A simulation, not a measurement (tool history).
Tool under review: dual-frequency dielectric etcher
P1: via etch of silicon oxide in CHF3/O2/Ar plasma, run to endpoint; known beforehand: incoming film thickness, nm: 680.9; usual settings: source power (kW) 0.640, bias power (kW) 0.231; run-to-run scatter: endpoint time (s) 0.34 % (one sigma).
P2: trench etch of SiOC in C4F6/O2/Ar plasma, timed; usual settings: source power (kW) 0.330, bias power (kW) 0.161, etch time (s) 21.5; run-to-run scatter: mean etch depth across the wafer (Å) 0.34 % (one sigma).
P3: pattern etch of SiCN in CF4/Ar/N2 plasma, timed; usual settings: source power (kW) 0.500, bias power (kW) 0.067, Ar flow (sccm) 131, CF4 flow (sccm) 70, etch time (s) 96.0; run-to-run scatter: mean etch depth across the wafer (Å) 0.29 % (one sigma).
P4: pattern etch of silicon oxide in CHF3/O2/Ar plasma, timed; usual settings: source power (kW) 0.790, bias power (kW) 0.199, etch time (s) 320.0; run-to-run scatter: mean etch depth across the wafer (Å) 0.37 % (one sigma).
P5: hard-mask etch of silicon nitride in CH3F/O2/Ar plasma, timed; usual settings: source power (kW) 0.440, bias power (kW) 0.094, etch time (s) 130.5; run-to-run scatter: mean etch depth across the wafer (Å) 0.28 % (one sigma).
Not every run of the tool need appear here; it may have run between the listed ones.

run   hour  process that ran  source power (kW)  bias power (kW)  etch time (s)  Ar flow (sccm)  CF4 flow (sccm)  hours since the last wet clean  hours since the last source power generator calibration  hours since the last bias power generator calibration  endpoint time (s)  mean etch depth across the wafer (Å)
  1    3.1                P1              0.640            0.231                                                                           206.8                                                   2013.5                                                 1980.5             301.28
  2    7.4                P4              0.790            0.199          320.0                                                            211.1                                                   2017.8                                                 1984.8                                                  7148.80
  3   10.2                P3              0.500            0.067           96.0             131               54                           213.9                                                   2020.6                                                 1987.6                                                   813.52
  4   14.7                P3              0.380            0.067           96.0             131               70                           218.4                                                   2025.1                                                 1992.1                                                   665.70
  5   17.9                P1              0.490            0.273                                                                           221.6                                                   2028.3                                                 1995.3             314.42
  6   21.2                P1              0.640            0.231                                                                           224.9                                                   2031.6                                                 1998.6             301.24
  7   23.2                P2              0.460            0.161           21.5                                                            226.9                                                   2033.6                                                 2000.6                                                   453.87
  8   27.1                P1              0.640            0.231                                                                           230.8                                                   2037.5                                                 2004.5             301.31
  9   30.0                P4              1.090            0.199          320.0                                                            233.7                                                   2040.4                                                 2007.4                                                  8090.20
 10   33.7                P1              0.480            0.181                                                                           237.4                                                   2044.1                                                 2011.1             364.66
 11   38.3                P1              0.780            0.231                                                                           242.0                                                   2048.7                                                 2015.7             280.66
 12   41.4                P5              0.440            0.094          190.0                                                            245.1                                                   2051.8                                                 2018.8                                                  1567.60
 13   43.4                P2              0.330            0.161           12.0                                                            247.1                                                   2053.8                                                 2020.8                                                   223.05
 14   47.2                P3              0.500            0.067           96.0             131               70                           250.9                                                   2057.6                                                 2024.6                                                   852.60
 15   50.6                P3              0.500            0.091           96.0             131               70                           254.3                                                   2061.0                                                 2028.0                                                   957.17
 16   53.0                P5              0.440            0.059          130.5                                                            256.7                                                   2063.4                                                 2030.4                                                   915.00
 17   55.7                P5              0.440            0.094          130.5                                                            259.4                                                   2066.1                                                 2033.1                                                  1079.40
 18   58.0                P4              0.790            0.199          392.5                                                            261.7                                                   2068.4                                                 2035.4                                                  8754.30
 19   62.4                P4              0.790            0.199          320.0                                                            266.1                                                   2072.8                                                 2039.8                                                  7202.50
 20   66.3                P1              0.510            0.152                                                                           270.0                                                   2076.7                                                 2043.7             378.20
 21   70.8                P1              0.640            0.231                                                                           274.5                                                   2081.2                                                 2048.2             300.99
 22   74.2                P1              0.440            0.231                                                                           277.9                                                   2084.6                                                 2051.6             346.30
 23   78.6                P3              0.500            0.067           96.0             183               70                           282.3                                                   2089.0                                                 2056.0                                                   802.92
 24   81.9                P2              0.330            0.197           21.5                                                            285.6                                                   2092.3                                                 2059.3                                                   422.77
 25   86.2                P1              0.640            0.231                                                                           289.9                                                   2096.6                                                 2063.6             301.52
 26   90.6                P3              0.500            0.067          117.5             131               70                           294.3                                                   2101.0                                                 2068.0                                                  1040.40
 27   92.8                P5              0.570            0.094          130.5                                                            296.5                                                   2103.2                                                 2070.2                                                  1185.50
 28   96.7                P2              0.330            0.161           21.5                                                            300.4                                                   2107.1                                                 2074.1                                                   397.80
 29  100.6                P3              0.500            0.067           96.0             131               70                           304.3                                                   2111.0                                                 2078.0                                                   856.61
 30  104.0                P1              0.640            0.313                                                                           307.7                                                   2114.4                                                 2081.4             270.63
 31  106.7                P1              0.640            0.231                                                                           310.4                                                   2117.1                                                 2084.1             301.74
 32  109.7                P4              0.790            0.271          320.0                                                            313.4                                                   2120.1                                                 2087.1                                                  8024.30
 33  112.8                P1              0.640            0.169                                                                           316.5                                                   2123.2                                                 2090.2             336.11
 34  115.5                P1              0.640            0.231                                                                           319.2                                                   2125.9                                                 2092.9             300.74
 35  118.6                P1              0.640            0.231                                                                           322.3                                                   2129.0                                                 2096.0             300.44
 36  121.0                P1              0.640            0.231                                                                           324.7                                                   2131.4                                                 2098.4             298.63
 37  123.3                P1              0.640            0.231                                                                           327.0                                                   2133.7                                                 2100.7             298.75
 38  127.9                P1              0.640            0.231                                                                           331.6                                                   2138.3                                                 2105.3             296.84
     128.2  -- wet clean of the chamber
 39  132.2                P1              0.640            0.231                                                                             4.1                                                   2142.6                                                 2109.6             296.55

Run 40 is up next; what results do you expect?
 40  136.1                P1              0.640            0.231                                                                             8.0                                                   2146.5                                                 2113.5                  ?

Run 40 came out at endpoint time (s) 295.91.

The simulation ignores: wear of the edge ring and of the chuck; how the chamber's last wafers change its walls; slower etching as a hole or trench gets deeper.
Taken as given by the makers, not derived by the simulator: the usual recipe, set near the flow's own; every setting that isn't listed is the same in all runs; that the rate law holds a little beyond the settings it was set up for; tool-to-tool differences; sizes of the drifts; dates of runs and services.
